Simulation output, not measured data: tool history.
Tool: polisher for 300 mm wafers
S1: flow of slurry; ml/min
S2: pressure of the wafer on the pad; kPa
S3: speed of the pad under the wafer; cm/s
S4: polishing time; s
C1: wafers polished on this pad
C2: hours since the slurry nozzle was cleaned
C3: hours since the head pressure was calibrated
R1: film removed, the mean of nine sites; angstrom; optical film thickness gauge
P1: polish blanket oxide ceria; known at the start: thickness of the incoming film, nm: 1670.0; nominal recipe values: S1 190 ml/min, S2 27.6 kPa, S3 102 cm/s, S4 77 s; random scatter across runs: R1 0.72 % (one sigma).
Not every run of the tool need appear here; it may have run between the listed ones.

| run | day | S1 | S2 | S3 | S4 | C1 | C2 | C3 | R1 |
|---|---|---|---|---|---|---|---|---|---|
| 1 | 0.383 | 190 | 27.6 | 102 | 77 | 376 | 568.6 | 172.9 | 4351.0 |
| 2 | 0.871 | 190 | 13.8 | 102 | 77 | 507 | 580.3 | 184.6 | 2135.7 |
| 3 | 1.204 | 135 | 27.6 | 102 | 35 | 596 | 588.3 | 192.6 | 1863.5 |
| 4 | 1.517 | 260 | 27.6 | 102 | 77 | 680 | 595.8 | 200.1 | 4406.7 |
| 5 | 1.921 | 115 | 27.6 | 102 | 57 | 788 | 605.5 | 209.8 | 2906.4 |
| 6 | 2.300 | 190 | 27.6 | 46 | 77 | 890 | 614.6 | 218.9 | 1945.1 |
| 7 | 2.742 | 190 | 27.6 | 102 | 77 | 1008 | 625.2 | 229.5 | 4300.5 |
| 8 | 3.296 | 190 | 27.6 | 136 | 77 | 1157 | 638.5 | 242.8 | 5748.2 |
| 9 | 3.667 | 115 | 27.6 | 102 | 77 | 1256 | 647.4 | 251.7 | 3950.5 |
| 10 | 4.054 | 190 | 27.6 | 102 | 121 | 1360 | 656.7 | 261.0 | 6816.3 |
| 11 | 4.446 | 190 | 27.6 | 102 | 77 | 1465 | 666.1 | 270.4 | 4315.5 |
| 12 | 4.883 | 190 | 27.6 | 102 | 77 | 1582 | 676.6 | 280.9 | 4271.7 |
| 13 | 5.258 | 190 | 38.6 | 102 | 77 | 1683 | 685.6 | 289.9 | 6020.8 |
| 14 | 5.554 | 190 | 27.6 | 102 | 46 | 1762 | 692.7 | 297.0 | 2538.0 |
| 15 | 5.900 | 190 | 27.6 | 102 | 77 | 1855 | 701.0 | 305.3 | 4285.3 |
| 16 | 6.171 | 190 | 27.6 | 102 | 77 | 1927 | 707.5 | 311.8 | 4275.0 |
| 17 | 6.467 | 190 | 27.6 | 102 | 77 | 2007 | 714.6 | 318.9 | 4212.3 |
| 18 | 6.850 | 190 | 27.6 | 102 | 77 | 2109 | 723.8 | 328.1 | 4142.6 |
| 19 | 7.396 | 190 | 27.6 | 102 | 77 | 2256 | 736.9 | 341.2 | 4093.6 |
| 20 | 7.821 | 190 | 27.6 | 102 | 77 | 2370 | 747.1 | 351.4 | 4059.7 |
|  | 8.046 | worn pad replaced by a new one |
| 21 | 8.175 | 190 | 27.6 | 102 | 77 | 35 | 755.6 | 359.9 | 4054.0 |
| 22 | 8.667 | 190 | 27.6 | 102 | 77 | 167 | 767.4 | 371.7 | 4069.4 |
| 23 | 8.912 | 190 | 27.6 | 102 | 77 | 232 | 773.3 | 377.6 | 4059.3 |
| 24 | 9.350 | 190 | 27.6 | 102 | 77 | 350 | 783.8 | 388.1 | 4063.8 |
| 25 | 9.654 | 190 | 27.6 | 102 | 77 | 431 | 791.1 | 395.4 | 3976.0 |
| 26 | 9.946 | 190 | 27.6 | 102 | 77 | 509 | 798.1 | 402.4 | 4057.6 |

What P1 gives has crept off from where it sat before. The 2 causes that follow fit the log equally well, each at the size noted:
A: head's pressure below its setpoint, % = 6.07
B: slurry flow missing at the pad, % = 31.6
The onset of the drift is placed at about day 5.900.
What rules out each remaining cause:
removal rate lost through wear of the pad, %: maintenance at day 8.046, after the shift began, did not return the process to its former output

Which of the 4 check runs listed below, each an average over 5 wafers with its results shown as question marks, gives clearly different results under the different listed causes?
| check 1 | 10.238 | 190 | 27.6 | 126 | 56 |  |  |  | ? |
| check 2 | 10.238 | 130 | 27.6 | 102 | 59 |  |  |  | ? |
| check 3 | 10.238 | 190 | 27.6 | 76 | 99 |  |  |  | ? |
| check 4 | 10.238 | 190 | 19.3 | 102 | 57 |  |  |  | ? |

Check results expected under each cause:
| check | result | if A | if B |
|---|---|---|---|
| check 1 | R1 | 3631.0 | 3630.9 |
| check 2 | R1 | 2909.0 | 2835.0 |
| check 3 | R1 | 3871.8 | 3871.7 |
| check 4 | R1 | 2094.3 | 2094.3 |
Per-check spread between the two closest causes, in the result where they differ most: check 1 0 %; check 2 2.58 %; check 3 0 %; check 4 0 %
Only in check 2 would the causes give clearly different results; in the remaining checks their results would be nearly the same.

The results of check 2 are: R1 2910.9 angstrom. Based on these, which of the listed causes is it?

It was cause A: head's pressure below its setpoint, %.

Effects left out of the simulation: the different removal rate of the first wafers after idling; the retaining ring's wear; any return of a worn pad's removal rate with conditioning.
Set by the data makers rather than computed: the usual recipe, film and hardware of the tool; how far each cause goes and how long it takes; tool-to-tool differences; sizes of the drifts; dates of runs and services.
